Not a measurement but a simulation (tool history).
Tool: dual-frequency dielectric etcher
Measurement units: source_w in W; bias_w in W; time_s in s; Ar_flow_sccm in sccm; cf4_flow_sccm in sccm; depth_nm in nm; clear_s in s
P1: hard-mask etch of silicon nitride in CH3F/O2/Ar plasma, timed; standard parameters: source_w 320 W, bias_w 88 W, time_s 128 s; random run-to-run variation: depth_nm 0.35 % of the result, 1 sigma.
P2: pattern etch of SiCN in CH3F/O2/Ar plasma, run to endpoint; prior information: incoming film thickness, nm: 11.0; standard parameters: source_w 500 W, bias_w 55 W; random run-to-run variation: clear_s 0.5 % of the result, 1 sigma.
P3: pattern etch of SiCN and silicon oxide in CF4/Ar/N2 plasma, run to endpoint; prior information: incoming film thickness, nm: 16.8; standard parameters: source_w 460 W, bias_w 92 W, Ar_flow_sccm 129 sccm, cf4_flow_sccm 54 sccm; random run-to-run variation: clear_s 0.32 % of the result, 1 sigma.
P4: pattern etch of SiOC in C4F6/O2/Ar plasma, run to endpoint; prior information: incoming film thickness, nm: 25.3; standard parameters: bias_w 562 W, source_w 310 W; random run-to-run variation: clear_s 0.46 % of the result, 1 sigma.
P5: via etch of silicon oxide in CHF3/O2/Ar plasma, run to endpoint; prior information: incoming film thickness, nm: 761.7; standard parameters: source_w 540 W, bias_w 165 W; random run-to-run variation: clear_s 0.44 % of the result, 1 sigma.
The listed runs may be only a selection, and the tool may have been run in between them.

run	hour	process	source_w	bias_w	time_s	Ar_flow_sccm	cf4_flow_sccm	depth_nm	clear_s
1	14	P1	320	88	128			91.412	
2	24.4	P1	320	53	128			76.694	
3	35.7	P2	500	55					29.877
4	49.1	P1	320	104	128			97.071	
5	61.7	P2	500	55					29.917
6	74.7	P3	270	92		129	54		31.651
7	82.6	P5	540	116					449.44
8	95	P1	320	88	128			91.489	
9	103.4	P2	310	55					35.69
10	112.2	P3	460	120		129	54		18.092
11	121.6	P3	460	92		129	54		20.126
12	131.7	P2	500	43					32.071
13	143.4	P1	320	88	128			91.497	
14	153.9	P5	540	165					403.23
15	162	P3	460	92		129	34		21.591
16	173.7	P1	250	111	128			90.355	
17	181.4	P1	320	88	77			55.024	
18	193.8	P1	320	88	128			91.669	
19	206.8	P5	410	165					446.3
20	213.4	P1	260	88	128			84.217	
21	220.5	P1	320	88	128			91.414	
22	227.7	P4	310	669					8.6202
23	237.2	P1	440	88	170			136.61	
24	249.3	P3	460	92		81	54		18.763
25	261.9	P4	310	562					9.1722
26	275.1	P5	540	165					400.78
27	286.7	P4	220	562					10.384
28	295.3	P1	320	88	174			123.42	
29	305.5	P1	390	88	128			98.185	
30	312.9	P1	320	88	128			91.424	
31	325.8	P1	320	88	128			92.371	
32	332.4	P1	320	88	128			92.255	
33	342.2	P1	320	88	128			92.905	
34	352.5	P1	320	88	128			92.452	
# hour 362.9: wet clean of the chamber
35	364.6	P1	320	88	128			93.251	
36	378.3	P1	320	88	128			92.627	
37	384.5	P1	320	88	128			93.355	

The log shows P1 creeping away from where it was. Any of the 2 causes listed here, at the size stated for it, fits the log just as well as the others:
A: bias power that arrives over what is set, % = 4.95
B: source power that arrives over what is set, % = 4.85
The process output started creeping at around hour 312.9.
Every other cause this tool's parts could produce, and why it does not fit the log:
chamber walls in a state that raises the etch rate, %: serviced at hour 362.9, after the change had begun; the process did not return to its earlier output

Consider the 4 single-wafer check runs listed below, results given as question marks: which one distinguishes between the causes by giving clearly different results for each?
check 1	390.7	P3	460	92		129	54		?
check 2	390.7	P4	310	562					?
check 3	390.7	P5	540	165					?
check 4	390.7	P2	500	55					?

What each check would give under each cause:
check	result	if A	if B
check 1	clear_s	19.668	19.228
check 2	clear_s	9.0229	9.0346
check 3	clear_s	394.56	393.76
check 4	clear_s	29.337	29.265
Gap, in per cent, between the two causes that each check separates least, read from the result that separates them most: check 1 2.26 %; check 2 0.13 %; check 3 0.2 %; check 4 0.24 %
Check 1 is the one run that separates the causes; every other check would come out nearly the same whichever cause is at work.

Running check 1 produced the following: clear_s 19.228 s. Which one of the listed causes fits?

The cause is B: source power that arrives over what is set, %.
